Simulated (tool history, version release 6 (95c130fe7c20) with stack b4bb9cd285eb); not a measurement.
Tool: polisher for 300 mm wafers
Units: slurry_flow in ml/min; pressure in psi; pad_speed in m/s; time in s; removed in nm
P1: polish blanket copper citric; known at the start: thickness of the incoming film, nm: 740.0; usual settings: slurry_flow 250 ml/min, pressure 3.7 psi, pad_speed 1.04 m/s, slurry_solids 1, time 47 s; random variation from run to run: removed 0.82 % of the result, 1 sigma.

run	hour	slurry_flow	pressure	pad_speed	slurry_solids	time	wafers polished on this pad	hours since the slurry nozzle was cleaned	hours since the head pressure was calibrated	hours since the slurry blender was calibrated	removed
1	15.6	250	3.7	1.04	1	47	527	444.2	264	78.7	132.71
2	31.6	250	3.7	1.04	1	47	700	460.2	280	94.7	133.46
3	41.4	250	3.7	0.5	0.7	47	806	470	289.8	104.5	59.913
4	53.5	250	3.7	1.04	1	47	938	482.1	301.9	116.6	134
5	65.9	250	3.7	1.04	0.7	47	1072	494.5	314.3	129	123.16
6	78.6	250	3.7	0.6	1	47	1209	507.2	327	141.7	77.639
7	89.3	250	3.7	1.04	1	22	1325	517.9	337.7	152.4	62.901
8	101.1	250	3.7	1.04	1	64	1453	529.7	349.5	164.2	179.69
9	114.9	250	3.7	1.04	1.45	47	1603	543.5	363.3	178	144.57
10	129.1	250	1.8	1.04	1	47	1757	557.7	377.5	192.2	65.122
11	138.1	150	3.7	1.04	1	47	1854	566.7	386.5	201.2	124.15
12	146.3	150	5.7	1.04	1	47	1943	574.9	394.7	209.4	187.47
13	158.5	395	3.7	1.04	1	47	2075	587.1	406.9	221.6	137.75
# hour 167.7: slurry blender recalibrated
14	171.5	250	5.3	1.04	1	47	2216	600.1	419.9	3.8	187.44
15	184.2	250	3.7	1.04	1	47	2354	612.8	432.6	16.5	131.73
16	196.4	250	3.7	1.4	1	47	2486	625	444.8	28.7	177.79
17	206.5	250	3.7	1.04	1	47	2595	635.1	454.9	38.8	132.12
18	214.9	250	3.7	1.04	1	47	2686	643.5	463.3	47.2	133.69
19	224.6	250	3.7	1.04	1	47	2791	653.2	473	56.9	130.01
20	233.6	250	3.7	1.04	1	47	2889	662.2	482	65.9	130.21
21	247	250	3.7	1.04	1	47	3034	675.6	495.4	79.3	127.44
# hour 251.9: head pressure recalibrated
22	258.8	250	3.7	1.04	1	47	3162	687.4	7	91.1	126.97
# hour 261: worn pad replaced by a new one
23	273	250	3.7	1.04	1	47	130	701.6	21.2	105.3	126.47
24	286.5	250	3.7	1.04	1	47	276	715.1	34.7	118.8	126.62
25	294.2	250	3.7	1.04	1	47	360	722.8	42.4	126.5	126.47

What P1 gives has crept away from where it was. These 2 causes fit the log equally well, each at the size given:
A: abrasive missing from the slurry, % = 21.1
B: slurry flow missing at the pad, % = 32.4
The creep began at about hour 214.9.
Why every other cause is out:
removal rate lost through wear of the pad, %: serviced at hour 261, which brought nothing back
head's pressure below its setpoint, %: serviced at hour 251.9, which brought nothing back

4 check runs are offered, each on 5 wafers whose results are averaged, their results left as question marks. Which one tells the causes apart?
check 1	301.9	250	3.7	1.04	0.75	47					?
check 2	301.9	250	3.7	0.78	1	47					?
check 3	301.9	250	3.7	1.04	1.2	47					?
check 4	301.9	150	3.7	1.04	1	47					?

What each check would give under each cause:
check	result	if A	if B
check 1	removed	118.76	118.53
check 2	removed	95.06	95.04
check 3	removed	130.88	131
check 4	removed	117.48	113.95
How far apart the two closest causes lie, in the result that separates them most: check 1 0.2 %; check 2 0.02 %; check 3 0.09 %; check 4 3.05 %
Check 4 tells the causes apart: in the others they would give nearly the same result.

Check 4 was then run and gave: removed 113.76 nm. Which cause is it?

It is B: slurry flow missing at the pad, %.
